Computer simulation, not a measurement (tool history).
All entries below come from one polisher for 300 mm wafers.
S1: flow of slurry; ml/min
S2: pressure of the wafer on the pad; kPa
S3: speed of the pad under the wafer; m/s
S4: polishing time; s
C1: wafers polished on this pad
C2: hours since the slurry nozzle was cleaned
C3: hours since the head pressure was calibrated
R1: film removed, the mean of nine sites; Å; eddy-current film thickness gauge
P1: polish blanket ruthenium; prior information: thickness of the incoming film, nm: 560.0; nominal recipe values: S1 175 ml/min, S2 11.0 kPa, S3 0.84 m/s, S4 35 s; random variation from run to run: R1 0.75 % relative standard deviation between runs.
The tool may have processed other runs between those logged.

{"run": 1, "hour": 12.9, "S1": 175, "S2": 11.0, "S3": 0.84, "S4": 35, "C1": 232, "C2": 363.4, "C3": 1009.3, "R1": 288.41}
{"run": 2, "hour": 25.8, "S1": 175, "S2": 11.0, "S3": 0.84, "S4": 49, "C1": 349, "C2": 376.3, "C3": 1022.2, "R1": 398.43}
{"run": 3, "hour": 36.8, "S1": 175, "S2": 11.0, "S3": 0.84, "S4": 35, "C1": 448, "C2": 387.3, "C3": 1033.2, "R1": 288.49}
{"run": 4, "hour": 50.7, "S1": 105, "S2": 11.0, "S3": 0.84, "S4": 35, "C1": 574, "C2": 401.2, "C3": 1047.1, "R1": 260.27}
{"run": 5, "hour": 58.8, "S1": 175, "S2": 7.6, "S3": 0.84, "S4": 35, "C1": 647, "C2": 409.3, "C3": 1055.2, "R1": 196.93}
{"run": 6, "hour": 73.8, "S1": 175, "S2": 11.0, "S3": 1.08, "S4": 35, "C1": 783, "C2": 424.3, "C3": 1070.2, "R1": 364.56}
{"run": 7, "hour": 85.4, "S1": 235, "S2": 11.0, "S3": 0.84, "S4": 35, "C1": 887, "C2": 435.9, "C3": 1081.8, "R1": 294.1}
{"run": 8, "hour": 95.3, "S1": 175, "S2": 11.0, "S3": 0.4, "S4": 35, "C1": 977, "C2": 445.8, "C3": 1091.7, "R1": 136.06}
{"run": 9, "hour": 107.9, "S1": 175, "S2": 11.0, "S3": 0.84, "S4": 35, "C1": 1091, "C2": 458.4, "C3": 1104.3, "R1": 284.92}
{"run": 10, "hour": 121.3, "S1": 175, "S2": 11.0, "S3": 0.84, "S4": 20, "C1": 1212, "C2": 471.8, "C3": 1117.7, "R1": 162.19}
{"run": 11, "hour": 131.4, "S1": 175, "S2": 11.0, "S3": 0.84, "S4": 35, "C1": 1303, "C2": 481.9, "C3": 1127.8, "R1": 288.91}
{"run": 12, "hour": 141.9, "S1": 175, "S2": 11.0, "S3": 0.84, "S4": 35, "C1": 1398, "C2": 492.4, "C3": 1138.3, "R1": 288.05}
{"run": 13, "hour": 150.5, "S1": 235, "S2": 11.0, "S3": 0.46, "S4": 35, "C1": 1476, "C2": 501.0, "C3": 1146.9, "R1": 163.9}
{"run": 14, "hour": 160.4, "S1": 175, "S2": 17.2, "S3": 0.84, "S4": 35, "C1": 1565, "C2": 510.9, "C3": 1156.8, "R1": 442.6}
{"run": 15, "hour": 174.4, "S1": 175, "S2": 11.0, "S3": 0.84, "S4": 35, "C1": 1692, "C2": 524.9, "C3": 1170.8, "R1": 287.26}
{"run": 16, "hour": 187.2, "S1": 175, "S2": 11.0, "S3": 0.84, "S4": 35, "C1": 1808, "C2": 537.7, "C3": 1183.6, "R1": 276.73}
{"run": 17, "hour": 199.3, "S1": 175, "S2": 11.0, "S3": 0.84, "S4": 35, "C1": 1917, "C2": 549.8, "C3": 1195.7, "R1": 272.25}
{"hour": 201.2, "done": "head pressure recalibrated"}
{"run": 18, "hour": 208.8, "S1": 175, "S2": 11.0, "S3": 0.84, "S4": 35, "C1": 2003, "C2": 559.3, "C3": 7.7, "R1": 271.59}
{"run": 19, "hour": 224.1, "S1": 175, "S2": 11.0, "S3": 0.84, "S4": 35, "C1": 2141, "C2": 574.6, "C3": 23.0, "R1": 271.56}
{"run": 20, "hour": 235.0, "S1": 175, "S2": 11.0, "S3": 0.84, "S4": 35, "C1": 2240, "C2": 585.5, "C3": 33.9, "R1": 269.62}
{"run": 21, "hour": 245.8, "S1": 175, "S2": 11.0, "S3": 0.84, "S4": 35, "C1": 2338, "C2": 596.3, "C3": 44.7, "R1": 265.49}

What P1 gives has crept away from where it was. These 2 causes fit the log equally well, each at the size given:
A: removal rate lost through wear of the pad, % = 5.63
B: slurry flow missing at the pad, % = 28.2
Onset of the creep was near hour 174.4.
All other causes, with the reason each is excluded:
head's pressure below its setpoint, %: serviced at hour 201.2, which brought nothing back

The 4 check runs listed below each average the results of 3 wafers, and their outcomes are marked with question marks. Under which run would the listed causes produce clearly different results?
{"run": "check 1", "hour": 256.6, "S1": 210, "S2": 11.0, "S3": 0.84, "S4": 24, "R1": "?"}
{"run": "check 2", "hour": 256.6, "S1": 105, "S2": 17.2, "S3": 0.84, "S4": 35, "R1": "?"}
{"run": "check 3", "hour": 256.6, "S1": 175, "S2": 7.6, "S3": 0.84, "S4": 35, "R1": "?"}
{"run": "check 4", "hour": 256.6, "S1": 175, "S2": 11.0, "S3": 1.08, "S4": 26, "R1": "?"}

If the cause were each of the candidates in turn, the checks would give the following:
check=check_1 result=R1 if_A=189.90 if_B=191.60
check=check_2 result=R1 if_A=382.73 if_B=370.00
check=check_3 result=R1 if_A=185.68 if_B=185.66
check=check_4 result=R1 if_A=257.95 if_B=257.92
Separation of the two closest causes in each check, using whichever result separates them best: check 1 0.89 %; check 2 3.38 %; check 3 0.01 %; check 4 0.01 %
The other checks would show nearly matching results whichever cause is true, so check 2 is the only one that separates the causes.

After running check 2, the following was obtained: R1 384.86 Å. Which cause does this point to?

Of the candidate causes, it is A: removal rate lost through wear of the pad, %.
